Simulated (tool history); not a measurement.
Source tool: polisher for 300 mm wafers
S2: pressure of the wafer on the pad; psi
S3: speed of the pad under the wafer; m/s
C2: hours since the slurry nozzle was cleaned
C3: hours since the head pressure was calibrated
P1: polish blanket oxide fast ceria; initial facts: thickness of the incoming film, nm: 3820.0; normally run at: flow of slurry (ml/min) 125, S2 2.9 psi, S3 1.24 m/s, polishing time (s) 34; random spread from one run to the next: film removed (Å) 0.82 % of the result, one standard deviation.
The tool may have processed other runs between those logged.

Run 1, hour 8.6: flow of slurry (ml/min) 125, S2 2.9 psi, S3 1.24 m/s, polishing time (s) 34; wafers polished on this pad 319; C2 273.0; C3 723.9. Result: film removed (Å) 7781.2.
Run 2, hour 15.1: flow of slurry (ml/min) 125, S2 2.9 psi, S3 1.24 m/s, polishing time (s) 34; wafers polished on this pad 398; C2 279.5; C3 730.4. Result: film removed (Å) 7770.4.
Run 3, hour 21.4: flow of slurry (ml/min) 125, S2 2.9 psi, S3 1.24 m/s, polishing time (s) 20; wafers polished on this pad 475; C2 285.8; C3 736.7. Result: film removed (Å) 4568.8.
Run 4, hour 31.2: flow of slurry (ml/min) 125, S2 2.9 psi, S3 0.56 m/s, polishing time (s) 34; wafers polished on this pad 595; C2 295.6; C3 746.5. Result: film removed (Å) 3521.7.
Run 5, hour 40.0: flow of slurry (ml/min) 125, S2 2.9 psi, S3 1.92 m/s, polishing time (s) 34; wafers polished on this pad 703; C2 304.4; C3 755.3. Result: film removed (Å) 12184.0.
Run 6, hour 49.0: flow of slurry (ml/min) 125, S2 2.9 psi, S3 1.24 m/s, polishing time (s) 34; wafers polished on this pad 813; C2 313.4; C3 764.3. Result: film removed (Å) 7945.7.
Run 7, hour 58.0: flow of slurry (ml/min) 125, S2 3.6 psi, S3 0.94 m/s, polishing time (s) 34; wafers polished on this pad 922; C2 322.4; C3 773.3. Result: film removed (Å) 7392.9.
Run 8, hour 68.8: flow of slurry (ml/min) 125, S2 2.9 psi, S3 1.24 m/s, polishing time (s) 47; wafers polished on this pad 1054; C2 333.2; C3 784.1. Result: film removed (Å) 11016.0.
Run 9, hour 82.0: flow of slurry (ml/min) 125, S2 2.9 psi, S3 1.24 m/s, polishing time (s) 34; wafers polished on this pad 1216; C2 346.4; C3 797.3. Result: film removed (Å) 7784.4.
Run 10, hour 94.6: flow of slurry (ml/min) 125, S2 4.5 psi, S3 1.24 m/s, polishing time (s) 34; wafers polished on this pad 1370; C2 359.0; C3 809.9. Result: film removed (Å) 11929.0.
Run 11, hour 107.0: flow of slurry (ml/min) 125, S2 2.9 psi, S3 1.70 m/s, polishing time (s) 52; wafers polished on this pad 1521; C2 371.4; C3 822.3. Result: film removed (Å) 16443.0.
Run 12, hour 113.5: flow of slurry (ml/min) 90, S2 2.9 psi, S3 1.24 m/s, polishing time (s) 34; wafers polished on this pad 1601; C2 377.9; C3 828.8. Result: film removed (Å) 7304.7.
Run 13, hour 120.3: flow of slurry (ml/min) 125, S2 2.9 psi, S3 1.24 m/s, polishing time (s) 34; wafers polished on this pad 1684; C2 384.7; C3 835.6. Result: film removed (Å) 7856.9.
Run 14, hour 130.5: flow of slurry (ml/min) 195, S2 2.9 psi, S3 1.24 m/s, polishing time (s) 34; wafers polished on this pad 1808; C2 394.9; C3 845.8. Result: film removed (Å) 8345.2.
Run 15, hour 136.6: flow of slurry (ml/min) 125, S2 2.2 psi, S3 1.24 m/s, polishing time (s) 34; wafers polished on this pad 1883; C2 401.0; C3 851.9. Result: film removed (Å) 5907.2.
Run 16, hour 149.0: flow of slurry (ml/min) 125, S2 2.9 psi, S3 1.24 m/s, polishing time (s) 34; wafers polished on this pad 2034; C2 413.4; C3 864.3. Result: film removed (Å) 7758.8.
Run 17, hour 162.4: flow of slurry (ml/min) 125, S2 2.9 psi, S3 1.24 m/s, polishing time (s) 34; wafers polished on this pad 2198; C2 426.8; C3 877.7. Result: film removed (Å) 7775.8.
Run 18, hour 172.0: flow of slurry (ml/min) 125, S2 2.9 psi, S3 1.24 m/s, polishing time (s) 34; wafers polished on this pad 2316; C2 436.4; C3 887.3. Result: film removed (Å) 7653.2.
Run 19, hour 182.6: flow of slurry (ml/min) 125, S2 2.9 psi, S3 1.24 m/s, polishing time (s) 34; wafers polished on this pad 2445; C2 447.0; C3 897.9. Result: film removed (Å) 7635.8.
Run 20, hour 193.2: flow of slurry (ml/min) 125, S2 2.9 psi, S3 1.24 m/s, polishing time (s) 34; wafers polished on this pad 2575; C2 457.6; C3 908.5. Result: film removed (Å) 7418.4.
Run 21, hour 203.9: flow of slurry (ml/min) 125, S2 2.9 psi, S3 1.24 m/s, polishing time (s) 34; wafers polished on this pad 2705; C2 468.3; C3 919.2. Result: film removed (Å) 7339.0.
Run 22, hour 212.8: flow of slurry (ml/min) 125, S2 2.9 psi, S3 1.24 m/s, polishing time (s) 34; wafers polished on this pad 2814; C2 477.2; C3 928.1. Result: film removed (Å) 7282.6.

Estimate the outcome of run 23 from the log above:
Run 23, hour 222.0: flow of slurry (ml/min) 125, S2 2.9 psi, S3 1.24 m/s, polishing time (s) 34; wafers polished on this pad 2926; C2 486.4; C3 937.3. Result: film removed (Å) ?.

film removed (Å): 7221.2
